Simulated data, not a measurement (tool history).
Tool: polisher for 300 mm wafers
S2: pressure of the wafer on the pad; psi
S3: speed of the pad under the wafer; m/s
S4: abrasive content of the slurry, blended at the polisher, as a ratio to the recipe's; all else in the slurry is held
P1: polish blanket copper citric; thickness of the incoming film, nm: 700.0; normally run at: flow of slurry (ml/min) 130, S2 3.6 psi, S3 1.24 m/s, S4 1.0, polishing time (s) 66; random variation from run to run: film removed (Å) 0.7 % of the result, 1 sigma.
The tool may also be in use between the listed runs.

Run 1, hour 5.1: flow of slurry (ml/min) 130, S2 3.6 psi, S3 1.24 m/s, S4 1.0, polishing time (s) 66. Result: film removed (Å) 2130.60.
Run 2, hour 12.6: flow of slurry (ml/min) 130, S2 3.6 psi, S3 1.24 m/s, S4 1.0, polishing time (s) 66. Result: film removed (Å) 2146.00.
Run 3, hour 20.5: flow of slurry (ml/min) 130, S2 3.6 psi, S3 1.24 m/s, S4 0.6, polishing time (s) 66. Result: film removed (Å) 1930.40.
Run 4, hour 30.7: flow of slurry (ml/min) 130, S2 3.6 psi, S3 1.24 m/s, S4 1.0, polishing time (s) 37. Result: film removed (Å) 1181.30.
Run 5, hour 38.0: flow of slurry (ml/min) 130, S2 1.8 psi, S3 1.66 m/s, S4 1.0, polishing time (s) 66. Result: film removed (Å) 1437.30.
Run 6, hour 45.3: flow of slurry (ml/min) 130, S2 3.6 psi, S3 1.24 m/s, S4 1.0, polishing time (s) 66. Result: film removed (Å) 2125.00.
Run 7, hour 52.0: flow of slurry (ml/min) 180, S2 3.6 psi, S3 1.24 m/s, S4 1.0, polishing time (s) 66. Result: film removed (Å) 2257.70.
Run 8, hour 60.3: flow of slurry (ml/min) 130, S2 3.6 psi, S3 1.24 m/s, S4 1.0, polishing time (s) 66. Result: film removed (Å) 2145.30.
Run 9, hour 66.0: flow of slurry (ml/min) 130, S2 2.6 psi, S3 1.24 m/s, S4 1.0, polishing time (s) 66. Result: film removed (Å) 1549.00.
Run 10, hour 76.9: flow of slurry (ml/min) 130, S2 3.6 psi, S3 0.56 m/s, S4 1.0, polishing time (s) 66. Result: film removed (Å) 974.13.
Run 11, hour 85.7: flow of slurry (ml/min) 130, S2 3.6 psi, S3 1.24 m/s, S4 1.0, polishing time (s) 66. Result: film removed (Å) 2134.30.
Run 12, hour 97.0: flow of slurry (ml/min) 130, S2 3.6 psi, S3 1.24 m/s, S4 1.0, polishing time (s) 100. Result: film removed (Å) 3263.30.
Run 13, hour 108.5: flow of slurry (ml/min) 130, S2 5.6 psi, S3 1.24 m/s, S4 1.0, polishing time (s) 66. Result: film removed (Å) 3236.50.
Run 14, hour 119.0: flow of slurry (ml/min) 130, S2 3.6 psi, S3 1.24 m/s, S4 1.0, polishing time (s) 66. Result: film removed (Å) 2104.30.
Run 15, hour 127.2: flow of slurry (ml/min) 80, S2 3.6 psi, S3 1.24 m/s, S4 1.0, polishing time (s) 66. Result: film removed (Å) 1886.60.
Run 16, hour 135.9: flow of slurry (ml/min) 130, S2 3.6 psi, S3 1.92 m/s, S4 1.0, polishing time (s) 66. Result: film removed (Å) 3278.80.
Run 17, hour 143.1: flow of slurry (ml/min) 200, S2 3.6 psi, S3 1.24 m/s, S4 1.2, polishing time (s) 66. Result: film removed (Å) 2376.60.
Run 18, hour 148.5: flow of slurry (ml/min) 130, S2 3.6 psi, S3 1.24 m/s, S4 1.4, polishing time (s) 66. Result: film removed (Å) 2272.40.
Run 19, hour 159.8: flow of slurry (ml/min) 130, S2 3.6 psi, S3 1.24 m/s, S4 1.0, polishing time (s) 66. Result: film removed (Å) 2104.80.
Run 20, hour 169.0: flow of slurry (ml/min) 130, S2 3.6 psi, S3 1.24 m/s, S4 1.0, polishing time (s) 66. Result: film removed (Å) 2063.70.
Run 21, hour 178.7: flow of slurry (ml/min) 130, S2 3.6 psi, S3 1.24 m/s, S4 1.0, polishing time (s) 66. Result: film removed (Å) 1988.60.
Run 22, hour 185.4: flow of slurry (ml/min) 130, S2 3.6 psi, S3 1.24 m/s, S4 1.0, polishing time (s) 66. Result: film removed (Å) 1996.40.
At hour 193.9: worn pad replaced by a new one.
Run 23, hour 195.9: flow of slurry (ml/min) 130, S2 3.6 psi, S3 1.24 m/s, S4 1.0, polishing time (s) 66. Result: film removed (Å) 1958.20.
Run 24, hour 202.4: flow of slurry (ml/min) 130, S2 3.6 psi, S3 1.24 m/s, S4 1.0, polishing time (s) 66. Result: film removed (Å) 1959.80.
Run 25, hour 210.5: flow of slurry (ml/min) 130, S2 3.6 psi, S3 1.24 m/s, S4 1.0, polishing time (s) 66. Result: film removed (Å) 1910.90.
Run 26, hour 218.8: flow of slurry (ml/min) 130, S2 3.6 psi, S3 1.24 m/s, S4 1.0, polishing time (s) 66. Result: film removed (Å) 1932.10.
At hour 223.0: slurry blender recalibrated.
Run 27, hour 228.8: flow of slurry (ml/min) 130, S2 3.6 psi, S3 1.24 m/s, S4 1.0, polishing time (s) 66. Result: film removed (Å) 1903.80.
Run 28, hour 238.8: flow of slurry (ml/min) 130, S2 3.6 psi, S3 1.24 m/s, S4 1.0, polishing time (s) 66. Result: film removed (Å) 1896.10.
Run 29, hour 245.6: flow of slurry (ml/min) 130, S2 3.6 psi, S3 1.24 m/s, S4 1.0, polishing time (s) 66. Result: film removed (Å) 1917.70.

What P1 gives has crept away from where it was. These 2 causes fit the log equally well, each at the size given:
A: head's pressure below its setpoint, % = 10.1
B: slurry flow missing at the pad, % = 35.3
The creep began at about hour 159.8.
Why every other cause is out:
removal rate lost through wear of the pad, %: serviced at hour 193.9, which brought nothing back
abrasive missing from the slurry, %: serviced at hour 223.0, which brought nothing back

4 check runs are offered, each on 5 wafers whose results are averaged, their results left as question marks. Which one tells the causes apart?
Run check 1, hour 252.4: flow of slurry (ml/min) 130, S2 3.6 psi, S3 1.54 m/s, S4 0.75, polishing time (s) 66. Result: film removed (Å) ?.
Run check 2, hour 252.4: flow of slurry (ml/min) 130, S2 3.6 psi, S3 1.80 m/s, S4 1.00, polishing time (s) 85. Result: film removed (Å) ?.
Run check 3, hour 252.4: flow of slurry (ml/min) 180, S2 3.6 psi, S3 1.24 m/s, S4 1.00, polishing time (s) 66. Result: film removed (Å) ?.
Run check 4, hour 252.4: flow of slurry (ml/min) 130, S2 3.6 psi, S3 0.96 m/s, S4 1.00, polishing time (s) 81. Result: film removed (Å) ?.

What each check would give under each cause:
  check            result     if A     if B
check 1  film removed (Å)  2228.80  2228.70
check 2  film removed (Å)  3557.00  3557.70
check 3  film removed (Å)  2022.60  2076.60
check 4  film removed (Å)  1827.60  1826.00
How far apart the two closest causes lie, in the result that separates them most: check 1 0 %; check 2 0.02 %; check 3 2.64 %; check 4 0.09 %
Check 3 tells the causes apart: in the others they would give nearly the same result.

Then check 3 was run and gave: film removed (Å) 2079.20. Which cause is it?

It is B: slurry flow missing at the pad, %.
